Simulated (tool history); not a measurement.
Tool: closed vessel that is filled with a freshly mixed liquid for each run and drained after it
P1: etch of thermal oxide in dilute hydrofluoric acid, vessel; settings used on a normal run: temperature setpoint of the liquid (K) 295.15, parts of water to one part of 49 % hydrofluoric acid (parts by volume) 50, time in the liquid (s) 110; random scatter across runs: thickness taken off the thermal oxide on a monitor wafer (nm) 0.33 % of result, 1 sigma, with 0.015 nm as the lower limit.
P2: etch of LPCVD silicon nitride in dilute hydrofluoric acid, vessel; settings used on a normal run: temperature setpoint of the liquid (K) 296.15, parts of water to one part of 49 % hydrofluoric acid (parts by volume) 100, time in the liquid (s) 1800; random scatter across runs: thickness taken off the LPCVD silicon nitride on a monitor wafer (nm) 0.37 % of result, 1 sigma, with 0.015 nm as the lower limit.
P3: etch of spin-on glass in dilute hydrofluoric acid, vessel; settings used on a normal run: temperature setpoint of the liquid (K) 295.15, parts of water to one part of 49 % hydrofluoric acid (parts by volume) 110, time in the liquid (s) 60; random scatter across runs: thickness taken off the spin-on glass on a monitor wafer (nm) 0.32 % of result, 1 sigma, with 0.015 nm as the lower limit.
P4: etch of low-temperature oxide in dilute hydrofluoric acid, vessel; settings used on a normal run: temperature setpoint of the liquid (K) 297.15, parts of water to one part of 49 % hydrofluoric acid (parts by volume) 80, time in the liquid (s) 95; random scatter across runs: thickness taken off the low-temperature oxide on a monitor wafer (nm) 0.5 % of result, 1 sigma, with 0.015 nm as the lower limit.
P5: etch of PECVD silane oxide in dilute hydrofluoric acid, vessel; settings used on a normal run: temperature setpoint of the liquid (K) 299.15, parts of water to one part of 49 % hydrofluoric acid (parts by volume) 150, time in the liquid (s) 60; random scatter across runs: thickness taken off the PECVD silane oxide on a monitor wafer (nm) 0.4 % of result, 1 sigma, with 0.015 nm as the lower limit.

run	day	process that ran	temperature setpoint of the liquid (K)	parts of water to one part of 49 % hydrofluoric acid (parts by volume)	time in the liquid (s)	thickness taken off the thermal oxide on a monitor wafer (nm)	thickness taken off the PECVD silane oxide on a monitor wafer (nm)	thickness taken off the LPCVD silicon nitride on a monitor wafer (nm)	thickness taken off the spin-on glass on a monitor wafer (nm)	thickness taken off the low-temperature oxide on a monitor wafer (nm)
1	0.646	P1	295.15	50	110	10.1360				
2	1.275	P5	291.15	150	60		7.6951			
3	1.679	P1	295.15	70	110	7.1236				
4	2.175	P2	296.15	100	3600			18.1370		
5	2.850	P3	290.15	110	60				12.095	
6	3.483	P1	295.15	30	110	17.3570				
7	3.933	P2	296.15	100	1800			9.1247		
8	4.246	P1	295.15	50	110	10.1780				
9	4.579	P2	296.15	180	1800			5.0637		
# day 4.775: thermometer replaced
10	5.183	P1	295.15	50	190	17.6600				
11	5.846	P4	297.15	80	95					35.184
12	6.533	P1	290.15	75	110	5.2906				
# day 6.588: hydrofluoric acid flow meter replaced
13	6.838	P3	295.15	110	60				14.915	
14	7.200	P5	299.15	150	30		5.3279			
15	7.575	P5	299.15	45	60		40.7170			
16	8.204	P3	295.15	110	115				28.542	
17	8.596	P4	305.65	80	95					48.976
18	9.238	P1	295.15	50	110	10.1980				
19	9.696	P1	295.15	50	110	10.1790				
20	10.208	P4	297.15	30	95					101.000
21	10.883	P1	295.15	50	110	10.1580				
22	11.392	P3	295.15	55	60				31.747	
23	11.942	P1	300.15	50	110	12.4630				
24	12.554	P1	295.15	20	30	7.2199				
25	13.058	P4	297.15	80	155					57.702
26	13.650	P1	295.15	25	175	33.3490				
27	14.033	P2	290.65	100	1800			6.2057		
28	14.408	P5	299.15	150	60		10.5860			
29	14.788	P1	295.15	50	50	4.6010				
30	15.196	P1	290.15	50	110	8.1600				
31	15.842	P1	295.15	50	110	10.1070				
32	16.504	P1	295.15	50	110	10.4770				
33	16.933	P1	295.15	50	110	10.6050				
34	17.354	P1	295.15	50	110	10.7540				
35	17.675	P1	295.15	50	110	10.7550				
36	18.167	P1	295.15	50	110	10.8230				
37	18.538	P1	295.15	50	110	10.8300				
38	19.100	P1	295.15	50	110	10.8770				
39	19.642	P1	295.15	50	110	10.9430				
40	20.108	P1	295.15	50	110	10.9160				
41	20.700	P1	295.15	50	110	10.9850				
42	21.175	P1	295.15	50	110	10.9680				

The output of P1 has drifted from where it used to be. Each of the 2 causes below, taken at the size shown beside it, accounts for the log equally well:
A: hydrofluoric acid flow above the setpoint (%) = 7.52
B: liquid hotter than its thermometer reads (K) = 1.86
Creep in the process output first set in at about day 15.842.

Which of the 4 check runs listed below separates the causes, so that each cause would produce a clearly different result? Each run uses one wafer, and its results are marked with question marks.
check 1	21.650	P2	292.65	165	1800			?		
check 2	21.650	P3	295.15	60	105				?	
check 3	21.650	P4	297.15	35	95					?
check 4	21.650	P5	291.65	150	30		?			

Expected result of each check under each candidate cause:
check	result	if A	if B
check 1	thickness taken off the LPCVD silicon nitride on a monitor wafer (nm)	4.7225	4.9778
check 2	thickness taken off the spin-on glass on a monitor wafer (nm)	54.818	54.752
check 3	thickness taken off the low-temperature oxide on a monitor wafer (nm)	92.236	92.337
check 4	thickness taken off the PECVD silane oxide on a monitor wafer (nm)	4.2943	4.2573
Minimum pairwise separation of causes per check, each pair taken at its best-separating result: check 1 5.27 %; check 2 0.12 %; check 3 0.11 %; check 4 0.87 %
Only check 1 tells the causes apart: in the others they would give nearly the same result.

The results of check 1 are: thickness taken off the LPCVD silicon nitride on a monitor wafer (nm) 4.9668. Based on these, which of the listed causes is it?

Of the candidate causes, it is B: liquid hotter than its thermometer reads (K).
